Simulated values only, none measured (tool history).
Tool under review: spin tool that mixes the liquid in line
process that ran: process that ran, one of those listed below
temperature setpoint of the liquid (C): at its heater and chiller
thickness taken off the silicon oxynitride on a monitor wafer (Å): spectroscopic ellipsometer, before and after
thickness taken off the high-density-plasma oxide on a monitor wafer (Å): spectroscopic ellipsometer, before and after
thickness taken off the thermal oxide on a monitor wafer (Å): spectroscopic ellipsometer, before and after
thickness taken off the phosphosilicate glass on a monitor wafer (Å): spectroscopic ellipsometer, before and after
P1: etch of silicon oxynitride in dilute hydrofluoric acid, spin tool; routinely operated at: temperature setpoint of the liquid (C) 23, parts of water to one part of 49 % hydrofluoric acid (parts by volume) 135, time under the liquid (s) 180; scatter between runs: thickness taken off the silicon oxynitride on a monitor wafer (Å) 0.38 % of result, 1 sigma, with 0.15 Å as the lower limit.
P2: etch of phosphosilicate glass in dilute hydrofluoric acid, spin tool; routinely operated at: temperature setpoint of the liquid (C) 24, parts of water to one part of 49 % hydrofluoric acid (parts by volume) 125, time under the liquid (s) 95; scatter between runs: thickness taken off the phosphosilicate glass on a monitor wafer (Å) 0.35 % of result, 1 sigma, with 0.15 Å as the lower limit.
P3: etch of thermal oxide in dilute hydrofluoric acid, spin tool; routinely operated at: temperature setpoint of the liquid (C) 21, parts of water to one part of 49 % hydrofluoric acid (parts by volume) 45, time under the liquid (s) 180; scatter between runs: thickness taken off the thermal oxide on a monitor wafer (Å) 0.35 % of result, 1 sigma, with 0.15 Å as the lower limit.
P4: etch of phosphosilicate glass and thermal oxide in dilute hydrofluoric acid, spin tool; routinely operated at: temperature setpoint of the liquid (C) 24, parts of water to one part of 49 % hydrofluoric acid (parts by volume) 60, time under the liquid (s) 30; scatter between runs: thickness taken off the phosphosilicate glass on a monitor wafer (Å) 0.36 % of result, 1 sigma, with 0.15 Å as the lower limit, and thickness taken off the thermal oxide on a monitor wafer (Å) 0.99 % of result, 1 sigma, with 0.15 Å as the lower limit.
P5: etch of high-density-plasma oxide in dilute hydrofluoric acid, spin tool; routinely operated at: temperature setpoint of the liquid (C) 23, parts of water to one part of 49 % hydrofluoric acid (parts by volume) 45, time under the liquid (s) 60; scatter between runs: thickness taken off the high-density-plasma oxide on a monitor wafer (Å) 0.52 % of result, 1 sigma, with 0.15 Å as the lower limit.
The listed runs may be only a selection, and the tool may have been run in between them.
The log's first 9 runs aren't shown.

run   hour  process that ran  temperature setpoint of the liquid (C)  parts of water to one part of 49 % hydrofluoric acid (parts by volume)  time under the liquid (s)  hours since the thermometer was replaced  hours since the hydrofluoric acid flow meter was replaced  thickness taken off the silicon oxynitride on a monitor wafer (Å)  thickness taken off the high-density-plasma oxide on a monitor wafer (Å)  thickness taken off the thermal oxide on a monitor wafer (Å)  thickness taken off the phosphosilicate glass on a monitor wafer (Å)
 10   62.5                P3                                      17                                                                      45                        180                                    1146.9                                                      267.8                                                                                                                                                                                                        151
 11   69.9                P1                                      29                                                                     190                        180                                    1154.3                                                      275.2                                                             50.818
 12     74                P5                                      19                                                                      45                         60                                    1158.4                                                      279.3                                                                                                                                       64.305
 13   78.2                P4                                      24                                                                      20                         30                                    1162.6                                                      283.5                                                                                                                                                                                                      82.35                                                                1759.9
 14   85.3                P1                                      23                                                                     135                        180                                    1169.7                                                      290.6                                                             57.904
 15   89.2                P1                                      23                                                                     135                        180                                    1173.6                                                      294.5                                                             57.405
 16   94.7                P1                                    29.5                                                                     135                        180                                    1179.1                                                        300                                                             77.818
 17  100.2                P3                                      21                                                                      25                        180                                    1184.6                                                      305.5                                                                                                                                                                                                     330.07
 18  105.5                P2                                      24                                                                     215                         95                                    1189.9                                                      310.8                                                                                                                                                                                                                                                                           226.74
 19  110.9                P2                                      24                                                                     125                        145                                    1195.3                                                      316.2                                                                                                                                                                                                                                                                           658.61
 20  117.7                P3                                      21                                                                      45                        180                                    1202.1                                                        323                                                                                                                                                                                                     179.02
 21  122.1                P5                                      23                                                                      45                         60                                    1206.5                                                      327.4                                                                                                                                       76.978
 22    127                P1                                      23                                                                     135                        180                                    1211.4                                                      332.3                                                             57.721
 23  132.6                P1                                      23                                                                     135                        265                                      1217                                                      337.9                                                             85.636
 24  138.9                P4                                      29                                                                      60                         30                                    1223.3                                                      344.2                                                                                                                                                                                                     32.676                                                                677.86
 25  142.8                P1                                      23                                                                     135                        180                                    1227.2                                                      348.1                                                             57.042
 26  149.1                P4                                      24                                                                      60                         15                                    1233.5                                                      354.4                                                                                                                                                                                                     13.579                                                                279.61
 27  155.4                P2                                      28                                                                     125                         95                                    1239.8                                                      360.7                                                                                                                                                                                                                                                                           500.71

Run 28 has not been measured yet. What should we expect?
 28   162                P4                                      24                                                                      60                         30                                    1246.4                                                      367.3                                                                                                                                                                                                          ?                                                                     ?

{"run 28": {"thickness taken off the thermal oxide on a monitor wafer (Å)": 25.766, "thickness taken off the phosphosilicate glass on a monitor wafer (Å)": 555.84}}
